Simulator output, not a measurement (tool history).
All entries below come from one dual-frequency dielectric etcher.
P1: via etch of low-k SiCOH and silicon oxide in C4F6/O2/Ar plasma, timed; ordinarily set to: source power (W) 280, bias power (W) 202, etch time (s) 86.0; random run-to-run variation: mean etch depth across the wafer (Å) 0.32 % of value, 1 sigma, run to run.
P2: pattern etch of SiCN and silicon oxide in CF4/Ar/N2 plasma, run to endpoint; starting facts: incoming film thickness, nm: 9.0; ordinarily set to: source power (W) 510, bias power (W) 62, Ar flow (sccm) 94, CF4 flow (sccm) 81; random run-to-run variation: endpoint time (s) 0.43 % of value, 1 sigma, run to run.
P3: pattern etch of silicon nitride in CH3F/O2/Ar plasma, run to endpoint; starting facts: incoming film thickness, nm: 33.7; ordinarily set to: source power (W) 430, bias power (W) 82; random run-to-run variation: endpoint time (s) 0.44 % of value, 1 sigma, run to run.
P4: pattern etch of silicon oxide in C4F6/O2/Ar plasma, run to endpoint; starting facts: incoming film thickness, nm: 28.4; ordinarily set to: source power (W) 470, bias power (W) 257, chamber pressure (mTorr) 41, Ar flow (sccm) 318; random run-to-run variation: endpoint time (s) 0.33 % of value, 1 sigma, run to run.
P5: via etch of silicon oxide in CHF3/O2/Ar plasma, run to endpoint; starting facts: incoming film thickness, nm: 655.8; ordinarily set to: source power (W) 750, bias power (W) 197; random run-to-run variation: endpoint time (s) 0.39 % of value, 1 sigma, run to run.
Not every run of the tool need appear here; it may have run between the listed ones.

run   hour  process that ran  source power (W)  bias power (W)  etch time (s)  Ar flow (sccm)  CF4 flow (sccm)  chamber pressure (mTorr)  mean etch depth across the wafer (Å)  endpoint time (s)
  1    9.0                P1               280             202           86.0                                                                                           2159.2
  2   18.3                P2               510              62                             94              104                                                                             9.5196
  3   27.8                P2               510              62                             94               81                                                                             9.7689
  4   37.4                P1               280             202          107.0                                                                                           2694.7
  5   45.7                P2               510              62                            121               81                                                                            10.1320
  6   56.2                P4               470             257                            318                                         41                                                   7.8099
  7   63.7                P5               750             197                                                                                                                           304.6700
  8   71.8                P4               470             152                            318                                         41                                                   9.2272
  9   82.2                P1               360             202           50.5                                                                                           1395.8
 10   91.6                P1               280             202           86.0                                                                                           2167.1
 11   96.5                P5               750             274                                                                                                                           269.5500
 12  103.4                P5               920             197                                                                                                                           281.0900
 13  109.3                P1               280             202           86.0                                                                                           2180.1
 14  119.2                P3               330              82                                                                                                                            52.8920
 15  127.6                P1               210             125           86.0                                                                                           1667.6
 16  135.4                P4               470             257                            318                                         25                                                   7.4152
 17  143.9                P4               630             257                            318                                         41                                                   7.0036
 18  152.1                P1               280             202           51.0                                                                                           1282.2
 19  161.7                P1               280             202           86.0                                                                                           2154.1
 20  167.3                P1               280             268           86.0                                                                                           2385.6
 21  176.9                P3               430              49                                                                                                                            56.6830
 22  184.0                P1               210             202           86.0                                                                                           1935.6
 23  189.6                P1               380             202           86.0                                                                                           2436.6
 24  197.5                P4               470             257                            318                                         41                                                   7.8592
     200.2  -- source power generator calibrated
 25  204.2                P2               510              86                             94               81                                                                             8.7974
 26  211.3                P1               280             122           86.0                                                                                           1839.5
 27  219.0                P2               400              62                             94               81                                                                            12.1190
 28  227.7                P5               750             197                                                                                                                           305.7500
 29  234.3                P2               510              62                             94               81                                                                             9.8142
 30  243.9                P4               470             257                            231                                         41                                                   7.5408
 31  252.4                P3               430              82                                                                                                                            47.6180
 32  261.2                P1               280             202           86.0                                                                                           2168.1
 33  269.9                P1               280             202           86.0                                                                                           2172.0
 34  276.5                P1               280             202           86.0                                                                                           2180.5
 35  286.1                P1               280             202           86.0                                                                                           2190.6
 36  293.1                P1               280             202           86.0                                                                                           2205.8
 37  297.8                P1               280             202           86.0                                                                                           2191.8
 38  305.0                P1               280             202           86.0                                                                                           2198.6
     306.7  -- wet clean of the chamber
 39  313.7                P1               280             202           86.0                                                                                           2190.7

Run 40, settings as shown, results not yet in. Your forecast:
 40  323.1                P1               280             202           86.0                                                                                                ?

{"run 40": {"mean etch depth across the wafer (Å)": 2192.0}}
